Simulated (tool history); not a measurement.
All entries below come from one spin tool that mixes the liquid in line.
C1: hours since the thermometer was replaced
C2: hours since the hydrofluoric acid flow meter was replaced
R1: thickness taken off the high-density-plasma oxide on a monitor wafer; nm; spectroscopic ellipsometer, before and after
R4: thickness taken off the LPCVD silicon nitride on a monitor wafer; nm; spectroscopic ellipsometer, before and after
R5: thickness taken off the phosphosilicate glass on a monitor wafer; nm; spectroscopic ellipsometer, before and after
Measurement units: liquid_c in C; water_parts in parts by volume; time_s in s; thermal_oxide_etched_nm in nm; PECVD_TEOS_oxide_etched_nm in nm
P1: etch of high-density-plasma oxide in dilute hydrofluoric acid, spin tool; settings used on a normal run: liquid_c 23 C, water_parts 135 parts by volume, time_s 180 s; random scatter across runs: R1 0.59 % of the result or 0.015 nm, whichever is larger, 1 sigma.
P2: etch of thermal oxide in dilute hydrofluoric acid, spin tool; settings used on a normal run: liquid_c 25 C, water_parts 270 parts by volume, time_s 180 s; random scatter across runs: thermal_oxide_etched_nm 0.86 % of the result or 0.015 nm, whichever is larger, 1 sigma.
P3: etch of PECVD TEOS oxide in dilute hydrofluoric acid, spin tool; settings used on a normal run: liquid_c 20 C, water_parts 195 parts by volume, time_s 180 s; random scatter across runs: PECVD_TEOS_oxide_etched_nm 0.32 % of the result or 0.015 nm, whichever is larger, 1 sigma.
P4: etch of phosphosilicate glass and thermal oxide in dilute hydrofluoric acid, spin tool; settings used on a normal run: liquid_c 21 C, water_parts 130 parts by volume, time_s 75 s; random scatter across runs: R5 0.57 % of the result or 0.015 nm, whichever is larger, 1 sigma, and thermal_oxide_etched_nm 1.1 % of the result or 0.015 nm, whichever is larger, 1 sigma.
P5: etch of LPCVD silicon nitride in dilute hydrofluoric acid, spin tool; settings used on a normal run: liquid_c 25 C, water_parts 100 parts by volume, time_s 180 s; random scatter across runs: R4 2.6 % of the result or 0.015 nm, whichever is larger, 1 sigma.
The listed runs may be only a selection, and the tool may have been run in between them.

{"run": 1, "hour": 2.4, "process": "P1", "liquid_c": 23, "water_parts": 135, "time_s": 180, "C1": 649.6, "C2": 415.4, "R1": 6.3698}
{"run": 2, "hour": 6.0, "process": "P2", "liquid_c": 18, "water_parts": 270, "time_s": 180, "C1": 653.2, "C2": 419, "thermal_oxide_etched_nm": 2.1466}
{"run": 3, "hour": 10.2, "process": "P1", "liquid_c": 23, "water_parts": 135, "time_s": 180, "C1": 657.4, "C2": 423.2, "R1": 6.3584}
{"run": 4, "hour": 14.2, "process": "P2", "liquid_c": 25, "water_parts": 270, "time_s": 180, "C1": 661.4, "C2": 427.2, "thermal_oxide_etched_nm": 2.6672}
{"run": 5, "hour": 18.6, "process": "P2", "liquid_c": 25, "water_parts": 270, "time_s": 20, "C1": 665.8, "C2": 431.6, "thermal_oxide_etched_nm": 0.29513}
{"run": 6, "hour": 22.5, "process": "P3", "liquid_c": 20, "water_parts": 195, "time_s": 15, "C1": 669.7, "C2": 435.5, "PECVD_TEOS_oxide_etched_nm": 1.0535}
{"run": 7, "hour": 27.1, "process": "P5", "liquid_c": 25, "water_parts": 100, "time_s": 180, "C1": 674.3, "C2": 440.1, "R4": 0.89421}
{"run": 8, "hour": 29.9, "process": "P4", "liquid_c": 21, "water_parts": 130, "time_s": 75, "C1": 677.1, "C2": 442.9, "thermal_oxide_etched_nm": 2.3865, "R5": 47.335}
{"run": 9, "hour": 33.8, "process": "P1", "liquid_c": 23, "water_parts": 135, "time_s": 35, "C1": 681, "C2": 446.8, "R1": 1.2366}
{"run": 10, "hour": 38.1, "process": "P1", "liquid_c": 23, "water_parts": 135, "time_s": 290, "C1": 685.3, "C2": 451.1, "R1": 10.278}
{"run": 11, "hour": 40.2, "process": "P1", "liquid_c": 23, "water_parts": 135, "time_s": 180, "C1": 687.4, "C2": 453.2, "R1": 6.3075}
{"run": 12, "hour": 44.9, "process": "P1", "liquid_c": 17, "water_parts": 135, "time_s": 95, "C1": 692.1, "C2": 457.9, "R1": 2.6265}
{"run": 13, "hour": 47.5, "process": "P1", "liquid_c": 19, "water_parts": 135, "time_s": 180, "C1": 694.7, "C2": 460.5, "R1": 5.3699}
{"run": 14, "hour": 49.7, "process": "P1", "liquid_c": 30, "water_parts": 135, "time_s": 180, "C1": 696.9, "C2": 462.7, "R1": 8.2593}
{"run": 15, "hour": 51.9, "process": "P3", "liquid_c": 20, "water_parts": 355, "time_s": 180, "C1": 699.1, "C2": 464.9, "PECVD_TEOS_oxide_etched_nm": 5.899}
{"run": 16, "hour": 55.6, "process": "P3", "liquid_c": 17, "water_parts": 195, "time_s": 180, "C1": 702.8, "C2": 468.6, "PECVD_TEOS_oxide_etched_nm": 11.05}
{"run": 17, "hour": 58.8, "process": "P4", "liquid_c": 21, "water_parts": 200, "time_s": 75, "C1": 706, "C2": 471.8, "thermal_oxide_etched_nm": 1.4415, "R5": 28.576}
{"run": 18, "hour": 62.5, "process": "P5", "liquid_c": 25, "water_parts": 45, "time_s": 180, "C1": 709.7, "C2": 475.5, "R4": 1.8517}
{"run": 19, "hour": 65.6, "process": "P5", "liquid_c": 25, "water_parts": 100, "time_s": 180, "C1": 712.8, "C2": 478.6, "R4": 0.87064}
{"run": 20, "hour": 69.1, "process": "P3", "liquid_c": 20, "water_parts": 195, "time_s": 180, "C1": 716.3, "C2": 482.1, "PECVD_TEOS_oxide_etched_nm": 12.475}
{"run": 21, "hour": 73.1, "process": "P1", "liquid_c": 17, "water_parts": 185, "time_s": 180, "C1": 720.3, "C2": 486.1, "R1": 3.473}
{"run": 22, "hour": 77.3, "process": "P4", "liquid_c": 21, "water_parts": 130, "time_s": 15, "C1": 724.5, "C2": 490.3, "thermal_oxide_etched_nm": 0.47809, "R5": 9.3334}
{"run": 23, "hour": 79.7, "process": "P2", "liquid_c": 25, "water_parts": 75, "time_s": 180, "C1": 726.9, "C2": 492.7, "thermal_oxide_etched_nm": 12.174}
{"run": 24, "hour": 83.5, "process": "P5", "liquid_c": 17, "water_parts": 100, "time_s": 180, "C1": 730.7, "C2": 496.5, "R4": 0.52207}
{"run": 25, "hour": 86.4, "process": "P1", "liquid_c": 23, "water_parts": 65, "time_s": 180, "C1": 733.6, "C2": 499.4, "R1": 14.113}
{"run": 26, "hour": 89.9, "process": "P1", "liquid_c": 23, "water_parts": 135, "time_s": 180, "C1": 737.1, "C2": 502.9, "R1": 6.3734}
{"run": 27, "hour": 93.0, "process": "P1", "liquid_c": 23, "water_parts": 135, "time_s": 180, "C1": 740.2, "C2": 506, "R1": 6.3318}
{"run": 28, "hour": 96.3, "process": "P5", "liquid_c": 25, "water_parts": 100, "time_s": 95, "C1": 743.5, "C2": 509.3, "R4": 0.4747}
{"run": 29, "hour": 98.4, "process": "P4", "liquid_c": 28, "water_parts": 130, "time_s": 75, "C1": 745.6, "C2": 511.4, "thermal_oxide_etched_nm": 3.2187, "R5": 61.714}
{"run": 30, "hour": 102.7, "process": "P1", "liquid_c": 23, "water_parts": 235, "time_s": 180, "C1": 749.9, "C2": 515.7, "R1": 3.317}
{"run": 31, "hour": 106.3, "process": "P1", "liquid_c": 23, "water_parts": 135, "time_s": 180, "C1": 753.5, "C2": 519.3, "R1": 6.3057}
{"run": 32, "hour": 109.1, "process": "P1", "liquid_c": 23, "water_parts": 135, "time_s": 180, "C1": 756.3, "C2": 522.1, "R1": 6.0934}
{"run": 33, "hour": 112.7, "process": "P1", "liquid_c": 23, "water_parts": 135, "time_s": 180, "C1": 759.9, "C2": 525.7, "R1": 6.0068}
{"run": 34, "hour": 116.7, "process": "P1", "liquid_c": 23, "water_parts": 135, "time_s": 180, "C1": 763.9, "C2": 529.7, "R1": 5.8671}
{"run": 35, "hour": 120.0, "process": "P1", "liquid_c": 23, "water_parts": 135, "time_s": 180, "C1": 767.2, "C2": 533, "R1": 5.8583}

Predict the results of run 36:
{"run": 36, "hour": 123.1, "process": "P1", "liquid_c": 23, "water_parts": 135, "time_s": 180, "C1": 770.3, "C2": 536.1, "R1": "?"}

{"run 36": {"R1": 5.7579}}

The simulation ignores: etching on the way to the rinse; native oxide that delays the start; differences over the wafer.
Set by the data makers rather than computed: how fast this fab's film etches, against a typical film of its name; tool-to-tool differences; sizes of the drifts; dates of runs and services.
